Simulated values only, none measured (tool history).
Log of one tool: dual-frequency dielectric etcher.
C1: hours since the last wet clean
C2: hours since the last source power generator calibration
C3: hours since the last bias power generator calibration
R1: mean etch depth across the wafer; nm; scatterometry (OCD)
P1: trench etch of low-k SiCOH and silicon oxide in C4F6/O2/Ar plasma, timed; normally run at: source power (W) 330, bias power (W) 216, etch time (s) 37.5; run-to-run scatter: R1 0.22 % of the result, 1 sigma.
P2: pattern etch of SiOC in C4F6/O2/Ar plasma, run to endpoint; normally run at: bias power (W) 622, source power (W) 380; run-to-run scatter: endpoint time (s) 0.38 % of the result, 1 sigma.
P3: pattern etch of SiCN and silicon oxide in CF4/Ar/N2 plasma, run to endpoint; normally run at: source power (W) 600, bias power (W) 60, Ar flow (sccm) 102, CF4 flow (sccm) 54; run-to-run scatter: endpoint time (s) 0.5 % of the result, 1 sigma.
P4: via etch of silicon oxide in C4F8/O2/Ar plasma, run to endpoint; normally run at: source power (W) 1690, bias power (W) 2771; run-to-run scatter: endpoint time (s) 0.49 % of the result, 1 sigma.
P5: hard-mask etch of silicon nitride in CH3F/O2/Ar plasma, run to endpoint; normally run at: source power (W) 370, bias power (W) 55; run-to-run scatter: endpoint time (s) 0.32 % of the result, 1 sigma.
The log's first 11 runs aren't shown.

{"run": 12, "hour": 34.3, "process that ran": "P2", "source power (W)": 380, "bias power (W)": 370, "C1": 405.7, "C2": 1625.4, "C3": 20.8, "endpoint time (s)": 20.048}
{"run": 13, "hour": 36.2, "process that ran": "P4", "source power (W)": 1690, "bias power (W)": 1607, "C1": 407.6, "C2": 1627.3, "C3": 22.7, "endpoint time (s)": 196.89}
{"run": 14, "hour": 40.5, "process that ran": "P4", "source power (W)": 1690, "bias power (W)": 2771, "C1": 411.9, "C2": 1631.6, "C3": 27, "endpoint time (s)": 168.3}
{"run": 15, "hour": 42.4, "process that ran": "P1", "source power (W)": 410, "bias power (W)": 216, "etch time (s)": 37.5, "C1": 413.8, "C2": 1633.5, "C3": 28.9, "R1": 133.63}
{"run": 16, "hour": 45.5, "process that ran": "P1", "source power (W)": 330, "bias power (W)": 216, "etch time (s)": 23, "C1": 416.9, "C2": 1636.6, "C3": 32, "R1": 75.346}
{"run": 17, "hour": 47.4, "process that ran": "P1", "source power (W)": 330, "bias power (W)": 167, "etch time (s)": 37.5, "C1": 418.8, "C2": 1638.5, "C3": 33.9, "R1": 113.25}
{"run": 18, "hour": 49.6, "process that ran": "P5", "source power (W)": 370, "bias power (W)": 55, "C1": 421, "C2": 1640.7, "C3": 36.1, "endpoint time (s)": 52.199}
{"run": 19, "hour": 52.7, "process that ran": "P5", "source power (W)": 370, "bias power (W)": 35, "C1": 424.1, "C2": 1643.8, "C3": 39.2, "endpoint time (s)": 59.75}
{"run": 20, "hour": 55.2, "process that ran": "P2", "source power (W)": 380, "bias power (W)": 622, "C1": 426.6, "C2": 1646.3, "C3": 41.7, "endpoint time (s)": 16.596}
{"run": 21, "hour": 57.3, "process that ran": "P1", "source power (W)": 260, "bias power (W)": 216, "etch time (s)": 54, "C1": 428.7, "C2": 1648.4, "C3": 43.8, "R1": 162}
{"run": 22, "hour": 59.5, "process that ran": "P5", "source power (W)": 500, "bias power (W)": 55, "C1": 430.9, "C2": 1650.6, "C3": 46, "endpoint time (s)": 46.331}
{"run": 23, "hour": 62.0, "process that ran": "P2", "source power (W)": 540, "bias power (W)": 622, "C1": 433.4, "C2": 1653.1, "C3": 48.5, "endpoint time (s)": 14.58}
{"run": 24, "hour": 64.2, "process that ran": "P3", "source power (W)": 600, "bias power (W)": 60, "Ar flow (sccm)": 76, "CF4 flow (sccm)": 54, "C1": 435.6, "C2": 1655.3, "C3": 50.7, "endpoint time (s)": 14.265}
{"run": 25, "hour": 67.8, "process that ran": "P3", "source power (W)": 600, "bias power (W)": 60, "Ar flow (sccm)": 102, "CF4 flow (sccm)": 38, "C1": 439.2, "C2": 1658.9, "C3": 54.3, "endpoint time (s)": 15.906}
{"run": 26, "hour": 70.4, "process that ran": "P1", "source power (W)": 330, "bias power (W)": 216, "etch time (s)": 37.5, "C1": 441.8, "C2": 1661.5, "C3": 56.9, "R1": 122.59}
{"run": 27, "hour": 73.7, "process that ran": "P1", "source power (W)": 330, "bias power (W)": 216, "etch time (s)": 37.5, "C1": 445.1, "C2": 1664.8, "C3": 60.2, "R1": 121.6}
{"run": 28, "hour": 76.6, "process that ran": "P1", "source power (W)": 330, "bias power (W)": 216, "etch time (s)": 37.5, "C1": 448, "C2": 1667.7, "C3": 63.1, "R1": 121.9}
{"run": 29, "hour": 78.9, "process that ran": "P1", "source power (W)": 330, "bias power (W)": 216, "etch time (s)": 37.5, "C1": 450.3, "C2": 1670, "C3": 65.4, "R1": 121.28}

Forecast run 30:
{"hour": 80.0, "done": "wet clean of the chamber"}
{"run": 30, "hour": 83.0, "process that ran": "P1", "source power (W)": 330, "bias power (W)": 216, "etch time (s)": 37.5, "C1": 3, "C2": 1674.1, "C3": 69.5, "R1": "?"}

R1: 121.82 nm
